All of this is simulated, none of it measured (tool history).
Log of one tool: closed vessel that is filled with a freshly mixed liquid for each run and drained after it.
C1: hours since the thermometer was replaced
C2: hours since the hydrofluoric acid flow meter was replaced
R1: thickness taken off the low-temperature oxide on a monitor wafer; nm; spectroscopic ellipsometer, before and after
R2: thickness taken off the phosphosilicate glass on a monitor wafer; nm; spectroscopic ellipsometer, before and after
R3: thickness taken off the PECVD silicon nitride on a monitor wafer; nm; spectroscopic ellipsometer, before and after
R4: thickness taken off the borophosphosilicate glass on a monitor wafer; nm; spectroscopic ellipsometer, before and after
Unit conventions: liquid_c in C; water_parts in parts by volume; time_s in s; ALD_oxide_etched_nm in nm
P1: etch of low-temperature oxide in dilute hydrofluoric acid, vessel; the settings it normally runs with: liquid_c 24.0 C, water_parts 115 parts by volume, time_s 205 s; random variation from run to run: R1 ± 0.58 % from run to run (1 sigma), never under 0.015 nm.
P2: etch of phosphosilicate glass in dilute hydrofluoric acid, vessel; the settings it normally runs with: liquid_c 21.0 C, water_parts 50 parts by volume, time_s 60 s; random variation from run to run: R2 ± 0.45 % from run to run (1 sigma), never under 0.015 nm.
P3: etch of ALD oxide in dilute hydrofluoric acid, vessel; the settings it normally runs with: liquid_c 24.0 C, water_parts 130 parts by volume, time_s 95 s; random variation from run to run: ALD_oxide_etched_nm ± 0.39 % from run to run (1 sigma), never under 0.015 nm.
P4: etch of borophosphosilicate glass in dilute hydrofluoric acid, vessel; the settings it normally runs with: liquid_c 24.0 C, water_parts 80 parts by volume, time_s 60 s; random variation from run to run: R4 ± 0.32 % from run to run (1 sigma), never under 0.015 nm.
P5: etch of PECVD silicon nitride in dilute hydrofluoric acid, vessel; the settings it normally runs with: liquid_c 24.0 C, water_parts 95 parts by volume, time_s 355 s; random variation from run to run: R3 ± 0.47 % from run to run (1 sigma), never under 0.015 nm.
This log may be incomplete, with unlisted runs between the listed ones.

run 1 hour=10.8 | process=P1 liquid_c=24.0 water_parts=115 time_s=205 | C1=821.0 C2=1370.4 | R1=24.0210
run 2 hour=19.9 | process=P2 liquid_c=21.0 water_parts=50 time_s=90 | C1=830.1 C2=1379.5 | R2=113.870
run 3 hour=26.8 | process=P5 liquid_c=24.0 water_parts=95 time_s=355 | C1=837.0 C2=1386.4 | R3=12.2710
run 4 hour=34.2 | process=P1 liquid_c=27.5 water_parts=115 time_s=205 | C1=844.4 C2=1393.8 | R1=27.2440
run 5 hour=40.6 | process=P1 liquid_c=24.0 water_parts=115 time_s=205 | C1=850.8 C2=1400.2 | R1=23.8430
run 6 hour=48.4 | process=P4 liquid_c=24.0 water_parts=80 time_s=110 | C1=858.6 C2=1408.0 | R4=69.277
run 7 hour=59.1 | process=P2 liquid_c=21.0 water_parts=25 time_s=60 | C1=869.3 C2=1418.7 | R2=156.160
run 8 hour=69.3 | process=P4 liquid_c=17.0 water_parts=80 time_s=60 | C1=879.5 C2=1428.9 | R4=28.554
run 9 hour=76.0 | process=P2 liquid_c=17.0 water_parts=50 time_s=60 | C1=886.2 C2=1435.6 | R2=63.803
run 10 hour=86.3 | process=P1 liquid_c=24.0 water_parts=170 time_s=125 | C1=896.5 C2=1445.9 | R1=9.1815
run 11 hour=94.1 | process=P1 liquid_c=17.0 water_parts=115 time_s=205 | C1=904.3 C2=1453.7 | R1=18.0090
run 12 hour=100.4 | process=P5 liquid_c=19.5 water_parts=95 time_s=355 | C1=910.6 C2=1460.0 | R3=8.9678
run 13 hour=105.3 | process=P1 liquid_c=24.0 water_parts=115 time_s=30 | C1=915.5 C2=1464.9 | R1=3.5088
run 14 hour=115.9 | process=P1 liquid_c=24.0 water_parts=170 time_s=30 | C1=926.1 C2=1475.5 | R1=2.2111
run 15 hour=122.5 | process=P1 liquid_c=24.0 water_parts=115 time_s=205 | C1=932.7 C2=1482.1 | R1=23.7530
run 16 hour=130.6 | process=P3 liquid_c=24.0 water_parts=130 time_s=140 | C1=940.8 C2=1490.2 | ALD_oxide_etched_nm=24.984
run 17 hour=135.4 | process=P4 liquid_c=24.0 water_parts=30 time_s=60 | C1=945.6 C2=1495.0 | R4=107.750
run 18 hour=144.2 | process=P3 liquid_c=24.0 water_parts=130 time_s=95 | C1=954.4 C2=1503.8 | ALD_oxide_etched_nm=16.899
run 19 hour=153.1 | process=P1 liquid_c=24.0 water_parts=115 time_s=205 | C1=963.3 C2=1512.7 | R1=23.8070
run 20 hour=161.6 | process=P3 liquid_c=24.0 water_parts=30 time_s=95 | C1=971.8 C2=1521.2 | ALD_oxide_etched_nm=82.576
run 21 hour=171.2 | process=P5 liquid_c=24.0 water_parts=145 time_s=355 | C1=981.4 C2=1530.8 | R3=7.9706
run 22 hour=180.6 | process=P1 liquid_c=24.0 water_parts=215 time_s=205 | C1=990.8 C2=1540.2 | R1=11.4870
run 23 hour=188.7 | process=P4 liquid_c=24.0 water_parts=80 time_s=60 | C1=998.9 C2=1548.3 | R4=37.906
run 24 hour=193.7 | process=P1 liquid_c=24.0 water_parts=115 time_s=205 | C1=1003.9 C2=1553.3 | R1=23.9430
run 25 hour=199.8 | process=P1 liquid_c=20.5 water_parts=200 time_s=205 | C1=1010.0 C2=1559.4 | R1=10.9040
run 26 hour=210.0 | process=P1 liquid_c=24.0 water_parts=25 time_s=205 | C1=1020.2 C2=1569.6 | R1=122.5900
run 27 hour=220.2 | process=P5 liquid_c=24.0 water_parts=95 time_s=700 | C1=1030.4 C2=1579.8 | R3=23.7930
-- hour=224.9 thermometer replaced
run 28 hour=230.2 | process=P3 liquid_c=24.0 water_parts=130 time_s=95 | C1=5.4 C2=1589.8 | ALD_oxide_etched_nm=16.623
run 29 hour=235.0 | process=P3 liquid_c=30.0 water_parts=130 time_s=95 | C1=10.2 C2=1594.6 | ALD_oxide_etched_nm=21.147
run 30 hour=240.3 | process=P2 liquid_c=21.0 water_parts=50 time_s=60 | C1=15.5 C2=1599.9 | R2=76.136
run 31 hour=245.3 | process=P1 liquid_c=24.0 water_parts=115 time_s=345 | C1=20.5 C2=1604.9 | R1=40.1850
run 32 hour=255.1 | process=P1 liquid_c=24.0 water_parts=115 time_s=205 | C1=30.3 C2=1614.7 | R1=23.7930
run 33 hour=264.2 | process=P1 liquid_c=24.0 water_parts=115 time_s=205 | C1=39.4 C2=1623.8 | R1=24.7210
run 34 hour=275.1 | process=P1 liquid_c=24.0 water_parts=115 time_s=205 | C1=50.3 C2=1634.7 | R1=25.2440
run 35 hour=283.3 | process=P1 liquid_c=24.0 water_parts=115 time_s=205 | C1=58.5 C2=1642.9 | R1=25.2880
run 36 hour=288.2 | process=P1 liquid_c=24.0 water_parts=115 time_s=205 | C1=63.4 C2=1647.8 | R1=25.8030
run 37 hour=293.5 | process=P1 liquid_c=24.0 water_parts=115 time_s=205 | C1=68.7 C2=1653.1 | R1=25.5870
run 38 hour=300.0 | process=P1 liquid_c=24.0 water_parts=115 time_s=205 | C1=75.2 C2=1659.6 | R1=25.7680
run 39 hour=307.8 | process=P1 liquid_c=24.0 water_parts=115 time_s=205 | C1=83.0 C2=1667.4 | R1=25.7340
run 40 hour=313.5 | process=P1 liquid_c=24.0 water_parts=115 time_s=205 | C1=88.7 C2=1673.1 | R1=25.6980

The output of P1 has drifted from where it used to be. Each of the 2 causes below, taken at the size shown beside it, accounts for the log equally well:
A: liquid hotter than its thermometer reads (K) = 1.99
B: hydrofluoric acid flow above the setpoint (%) = 7.02
The drift started at roughly hour 255.1.

Each of the 4 check runs below uses one wafer; its results are left as question marks. Which run tells the causes apart?
run check 1 hour=319.2 | process=P3 liquid_c=24.0 water_parts=130 time_s=95 | ALD_oxide_etched_nm=?
run check 2 hour=319.2 | process=P2 liquid_c=21.0 water_parts=50 time_s=60 | R2=?
run check 3 hour=319.2 | process=P4 liquid_c=24.0 water_parts=80 time_s=60 | R4=?
run check 4 hour=319.2 | process=P5 liquid_c=24.0 water_parts=95 time_s=355 | R3=?

What every check run would give for each of its results, assuming each possible cause in turn:
check=check_1 result=ALD_oxide_etched_nm if_A=18.133 if_B=18.161
check=check_2 result=R2 if_A=82.536 if_B=81.608
check=check_3 result=R4 if_A=41.025 if_B=40.830
check=check_4 result=R3 if_A=13.8610 if_B=13.0080
Separation of the two closest causes in each check, using whichever result separates them best: check 1 0.15 %; check 2 1.13 %; check 3 0.48 %; check 4 6.35 %
Of the check runs offered, only check 4 discriminates between the causes; the rest would read about the same regardless of which cause applies.

Then check 4 was run and gave: R3 13.8050 nm. Which cause is it?

It is A: liquid hotter than its thermometer reads (K).
